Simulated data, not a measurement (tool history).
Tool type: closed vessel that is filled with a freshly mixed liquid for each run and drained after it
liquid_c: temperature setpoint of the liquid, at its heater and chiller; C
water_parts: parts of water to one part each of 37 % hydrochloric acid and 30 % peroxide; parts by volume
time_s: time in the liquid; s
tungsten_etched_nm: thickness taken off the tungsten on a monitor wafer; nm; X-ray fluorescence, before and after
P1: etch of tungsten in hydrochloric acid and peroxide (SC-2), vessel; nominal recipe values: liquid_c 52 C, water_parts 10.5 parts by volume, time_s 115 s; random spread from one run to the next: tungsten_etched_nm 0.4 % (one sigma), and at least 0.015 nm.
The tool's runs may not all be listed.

| run | hour | liquid_c | water_parts | time_s | hours since the thermometer was replaced | hours since the chemicals flow meter was replaced | hours since the drum of peroxide was connected | tungsten_etched_nm |
|---|---|---|---|---|---|---|---|---|
| 1 | 8.1 | 52 | 10.5 | 115 | 1545.2 | 185.7 | 39.2 | 47.184 |
| 2 | 20.5 | 52 | 10.5 | 115 | 1557.6 | 198.1 | 51.6 | 47.137 |
| 3 | 26.6 | 64.5 | 10.5 | 115 | 1563.7 | 204.2 | 57.7 | 103.44 |
| 4 | 32.9 | 52 | 18.5 | 115 | 1570 | 210.5 | 64 | 28.689 |
|  | 35.7 | chemicals flow meter replaced |
| 5 | 44.2 | 39 | 10.5 | 115 | 1581.3 | 8.6 | 75.3 | 19.269 |
| 6 | 55.4 | 44.5 | 17 | 115 | 1592.5 | 19.8 | 86.5 | 18.621 |
| 7 | 65.3 | 52 | 10.5 | 115 | 1602.4 | 29.7 | 96.4 | 47.015 |
| 8 | 74.5 | 52 | 4 | 115 | 1611.6 | 38.9 | 105.6 | 97.909 |
| 9 | 82 | 52 | 10.5 | 115 | 1619.1 | 46.4 | 113.1 | 47.095 |
| 10 | 93.1 | 52 | 10.5 | 30 | 1630.2 | 57.5 | 124.2 | 12.327 |
| 11 | 103.7 | 52 | 10.5 | 115 | 1640.8 | 68.1 | 134.8 | 47.089 |
| 12 | 114.6 | 52 | 10.5 | 200 | 1651.7 | 79 | 145.7 | 82.433 |
| 13 | 121.5 | 52 | 10.5 | 115 | 1658.6 | 85.9 | 152.6 | 47.013 |
| 14 | 128.3 | 52 | 10.5 | 115 | 1665.4 | 92.7 | 159.4 | 48.19 |
| 15 | 140.2 | 52 | 10.5 | 115 | 1677.3 | 104.6 | 171.3 | 49.884 |
| 16 | 149.6 | 52 | 10.5 | 115 | 1686.7 | 114 | 180.7 | 50.697 |
| 17 | 160.2 | 52 | 10.5 | 115 | 1697.3 | 124.6 | 191.3 | 50.666 |
| 18 | 169.8 | 52 | 10.5 | 115 | 1706.9 | 134.2 | 200.9 | 51.012 |
| 19 | 182.2 | 52 | 10.5 | 115 | 1719.3 | 146.6 | 213.3 | 51.053 |
| 20 | 192.1 | 52 | 10.5 | 115 | 1729.2 | 156.5 | 223.2 | 51.42 |

The log shows P1 creeping away from where it was. Any of the 2 causes listed here, at the size stated for it, fits the log just as well as the others:
A: chemicals flow above the setpoint (%) = 10.3
B: liquid hotter than its thermometer reads (K) = 1.25
Creep in the process output first set in at about hour 121.5.
Other possible causes, and why each is ruled out:
peroxide weaker than its label (%): limited to 8, which would change tungsten_etched_nm by -7.4 %, either short of the creep or opposite in sign

4 check runs are offered, each on 2 wafers whose results are averaged, their results left as question marks. Which one tells the causes apart?
| check 1 | 202 | 42 | 4 | 115 |  |  |  | ? |
| check 2 | 202 | 39.5 | 17.5 | 115 |  |  |  | ? |
| check 3 | 202 | 52 | 17.5 | 55 |  |  |  | ? |
| check 4 | 202 | 64.5 | 10.5 | 30 |  |  |  | ? |

How each check would come out, cause by cause:
| check | result | if A | if B |
|---|---|---|---|
| check 1 | tungsten_etched_nm | 52.975 | 54.203 |
| check 2 | tungsten_etched_nm | 13.98 | 13.997 |
| check 3 | tungsten_etched_nm | 15.74 | 15.654 |
| check 4 | tungsten_etched_nm | 29.421 | 29.255 |
Per check, the gap between the least separated pair of causes, taken in the result that splits them most: check 1 2.29 %; check 2 0.12 %; check 3 0.55 %; check 4 0.57 %
Only check 1 tells the causes apart: in the others they would give nearly the same result.

Check 1 was then run and gave: tungsten_etched_nm 54.112 nm. Which cause is it?

It is B: liquid hotter than its thermometer reads (K).
